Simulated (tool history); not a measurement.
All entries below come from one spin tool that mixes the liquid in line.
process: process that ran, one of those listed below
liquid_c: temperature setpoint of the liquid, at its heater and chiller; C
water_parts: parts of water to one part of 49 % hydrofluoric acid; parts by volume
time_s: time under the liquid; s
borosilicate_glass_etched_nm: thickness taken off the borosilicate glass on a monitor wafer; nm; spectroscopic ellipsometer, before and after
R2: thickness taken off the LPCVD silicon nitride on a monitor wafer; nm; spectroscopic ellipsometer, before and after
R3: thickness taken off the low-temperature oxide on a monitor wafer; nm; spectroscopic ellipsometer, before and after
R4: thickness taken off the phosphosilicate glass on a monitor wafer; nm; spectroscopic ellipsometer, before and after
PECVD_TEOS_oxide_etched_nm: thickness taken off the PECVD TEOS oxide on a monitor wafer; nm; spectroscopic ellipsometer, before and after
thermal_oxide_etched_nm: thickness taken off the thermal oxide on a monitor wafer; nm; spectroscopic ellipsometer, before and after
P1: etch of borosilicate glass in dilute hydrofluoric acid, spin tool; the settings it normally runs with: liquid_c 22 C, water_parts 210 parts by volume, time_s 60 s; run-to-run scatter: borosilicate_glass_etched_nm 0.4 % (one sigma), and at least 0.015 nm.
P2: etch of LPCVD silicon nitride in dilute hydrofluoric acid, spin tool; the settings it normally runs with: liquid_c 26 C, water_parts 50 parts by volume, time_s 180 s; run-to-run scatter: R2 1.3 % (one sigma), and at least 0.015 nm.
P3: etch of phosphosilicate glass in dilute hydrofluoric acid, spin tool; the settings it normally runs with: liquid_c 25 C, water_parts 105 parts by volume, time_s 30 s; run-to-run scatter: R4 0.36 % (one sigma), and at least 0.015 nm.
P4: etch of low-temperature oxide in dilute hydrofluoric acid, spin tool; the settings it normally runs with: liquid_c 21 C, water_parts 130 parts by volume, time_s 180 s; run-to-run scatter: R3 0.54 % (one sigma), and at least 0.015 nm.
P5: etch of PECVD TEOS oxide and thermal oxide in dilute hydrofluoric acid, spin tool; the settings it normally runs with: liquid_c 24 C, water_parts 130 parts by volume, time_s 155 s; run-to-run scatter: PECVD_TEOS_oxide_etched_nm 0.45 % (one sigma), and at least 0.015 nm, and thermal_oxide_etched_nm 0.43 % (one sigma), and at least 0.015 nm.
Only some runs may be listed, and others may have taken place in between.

{"run": 1, "day": 0.296, "process": "P1", "liquid_c": 22, "water_parts": 210, "time_s": 60, "borosilicate_glass_etched_nm": 5.5889}
{"run": 2, "day": 0.492, "process": "P2", "liquid_c": 26, "water_parts": 75, "time_s": 180, "R2": 1.4837}
{"run": 3, "day": 0.742, "process": "P4", "liquid_c": 21, "water_parts": 130, "time_s": 180, "R3": 20.845}
{"run": 4, "day": 0.967, "process": "P3", "liquid_c": 25, "water_parts": 160, "time_s": 30, "R4": 23.428}
{"run": 5, "day": 1.238, "process": "P1", "liquid_c": 26, "water_parts": 210, "time_s": 25, "borosilicate_glass_etched_nm": 2.7026}
{"run": 6, "day": 1.454, "process": "P1", "liquid_c": 17.5, "water_parts": 210, "time_s": 90, "borosilicate_glass_etched_nm": 7.069}
{"run": 7, "day": 1.704, "process": "P1", "liquid_c": 27.5, "water_parts": 210, "time_s": 60, "borosilicate_glass_etched_nm": 6.8309}
{"run": 8, "day": 1.954, "process": "P1", "liquid_c": 22, "water_parts": 210, "time_s": 15, "borosilicate_glass_etched_nm": 1.3866}
{"run": 9, "day": 2.162, "process": "P2", "liquid_c": 26, "water_parts": 50, "time_s": 180, "R2": 2.2103}
{"run": 10, "day": 2.4, "process": "P3", "liquid_c": 20.5, "water_parts": 105, "time_s": 30, "R4": 31.862}
{"run": 11, "day": 2.633, "process": "P5", "liquid_c": 24, "water_parts": 130, "time_s": 155, "PECVD_TEOS_oxide_etched_nm": 10.406, "thermal_oxide_etched_nm": 5.1657}
{"run": 12, "day": 2.908, "process": "P5", "liquid_c": 27.5, "water_parts": 130, "time_s": 155, "PECVD_TEOS_oxide_etched_nm": 11.907, "thermal_oxide_etched_nm": 5.9155}
{"run": 13, "day": 3.188, "process": "P1", "liquid_c": 22, "water_parts": 210, "time_s": 60, "borosilicate_glass_etched_nm": 5.5966}
{"run": 14, "day": 3.45, "process": "P1", "liquid_c": 22, "water_parts": 210, "time_s": 60, "borosilicate_glass_etched_nm": 5.6159}
{"run": 15, "day": 3.667, "process": "P1", "liquid_c": 22, "water_parts": 55, "time_s": 60, "borosilicate_glass_etched_nm": 25.624}
{"run": 16, "day": 3.85, "process": "P4", "liquid_c": 17, "water_parts": 130, "time_s": 180, "R3": 17.469}
{"run": 17, "day": 4.121, "process": "P3", "liquid_c": 25, "water_parts": 105, "time_s": 30, "R4": 38.097}
{"run": 18, "day": 4.412, "process": "P1", "liquid_c": 22, "water_parts": 350, "time_s": 60, "borosilicate_glass_etched_nm": 2.9479}
{"run": 19, "day": 4.579, "process": "P5", "liquid_c": 24, "water_parts": 130, "time_s": 235, "PECVD_TEOS_oxide_etched_nm": 15.864, "thermal_oxide_etched_nm": 7.8117}
{"run": 20, "day": 4.75, "process": "P3", "liquid_c": 25, "water_parts": 105, "time_s": 15, "R4": 19.106}
{"run": 21, "day": 4.996, "process": "P1", "liquid_c": 22, "water_parts": 210, "time_s": 60, "borosilicate_glass_etched_nm": 5.5982}
{"run": 22, "day": 5.254, "process": "P2", "liquid_c": 26, "water_parts": 50, "time_s": 270, "R2": 3.3382}
{"run": 23, "day": 5.562, "process": "P4", "liquid_c": 21, "water_parts": 130, "time_s": 15, "R3": 1.729}
{"run": 24, "day": 5.746, "process": "P1", "liquid_c": 22, "water_parts": 210, "time_s": 105, "borosilicate_glass_etched_nm": 9.8084}
{"run": 25, "day": 5.896, "process": "P1", "liquid_c": 17, "water_parts": 210, "time_s": 60, "borosilicate_glass_etched_nm": 4.5549}
{"run": 26, "day": 6.112, "process": "P5", "liquid_c": 24, "water_parts": 240, "time_s": 155, "PECVD_TEOS_oxide_etched_nm": 4.9797, "thermal_oxide_etched_nm": 2.4779}
{"run": 27, "day": 6.296, "process": "P1", "liquid_c": 22, "water_parts": 115, "time_s": 100, "borosilicate_glass_etched_nm": 18.934}
{"run": 28, "day": 6.588, "process": "P4", "liquid_c": 21, "water_parts": 130, "time_s": 180, "R3": 20.648}
{"run": 29, "day": 6.8, "process": "P2", "liquid_c": 18, "water_parts": 50, "time_s": 180, "R2": 1.2502}
{"run": 30, "day": 6.967, "process": "P4", "liquid_c": 21, "water_parts": 215, "time_s": 180, "R3": 11.422}
{"run": 31, "day": 7.238, "process": "P1", "liquid_c": 22, "water_parts": 210, "time_s": 60, "borosilicate_glass_etched_nm": 5.6002}
{"run": 32, "day": 7.454, "process": "P1", "liquid_c": 22, "water_parts": 210, "time_s": 60, "borosilicate_glass_etched_nm": 5.7583}
{"run": 33, "day": 7.65, "process": "P1", "liquid_c": 22, "water_parts": 210, "time_s": 60, "borosilicate_glass_etched_nm": 5.8446}
{"run": 34, "day": 7.867, "process": "P1", "liquid_c": 22, "water_parts": 210, "time_s": 60, "borosilicate_glass_etched_nm": 5.8978}
{"run": 35, "day": 8.075, "process": "P1", "liquid_c": 22, "water_parts": 210, "time_s": 60, "borosilicate_glass_etched_nm": 5.9582}
{"run": 36, "day": 8.229, "process": "P1", "liquid_c": 22, "water_parts": 210, "time_s": 60, "borosilicate_glass_etched_nm": 5.943}
{"run": 37, "day": 8.442, "process": "P1", "liquid_c": 22, "water_parts": 210, "time_s": 60, "borosilicate_glass_etched_nm": 5.9386}

What P1 gives has crept off from where it sat before. The 2 causes that follow fit the log equally well, each at the size noted:
A: hydrofluoric acid flow above the setpoint (%) = 4.96
B: liquid hotter than its thermometer reads (K) = 1.58
The gradual shift began around day 7.238.

Consider the 4 check runs below, whose results appear as question marks and each of which averages 5 wafers. Which one distinguishes the causes, in that each cause would give it a clearly different result?
{"run": "check 1", "day": 8.654, "process": "P5", "liquid_c": 24, "water_parts": 220, "time_s": 155, "PECVD_TEOS_oxide_etched_nm": "?", "thermal_oxide_etched_nm": "?"}
{"run": "check 2", "day": 8.654, "process": "P2", "liquid_c": 20, "water_parts": 50, "time_s": 180, "R2": "?"}
{"run": "check 3", "day": 8.654, "process": "P3", "liquid_c": 25, "water_parts": 140, "time_s": 15, "R4": "?"}
{"run": "check 4", "day": 8.654, "process": "P4", "liquid_c": 21, "water_parts": 175, "time_s": 45, "R3": "?"}

Predicted outcomes, by check and by cause:
check=check_1 result=PECVD_TEOS_oxide_etched_nm if_A=5.9087 if_B=5.8952
check=check_1 result=thermal_oxide_etched_nm if_A=2.9368 if_B=2.9301
check=check_2 result=R2 if_A=1.5197 if_B=1.6171
check=check_3 result=R4 if_A=14.504 if_B=14.554
check=check_4 result=R3 if_A=3.8992 if_B=3.914
Per-check spread between the two closest causes, in the result where they differ most: check 1 0.23 %; check 2 6.21 %; check 3 0.34 %; check 4 0.38 %
Check 2 is the one run that separates the causes; every other check would come out nearly the same whichever cause is at work.

Check 2 was then run and gave: R2 1.6257 nm. Which cause is it?

B is the cause: liquid hotter than its thermometer reads (K).
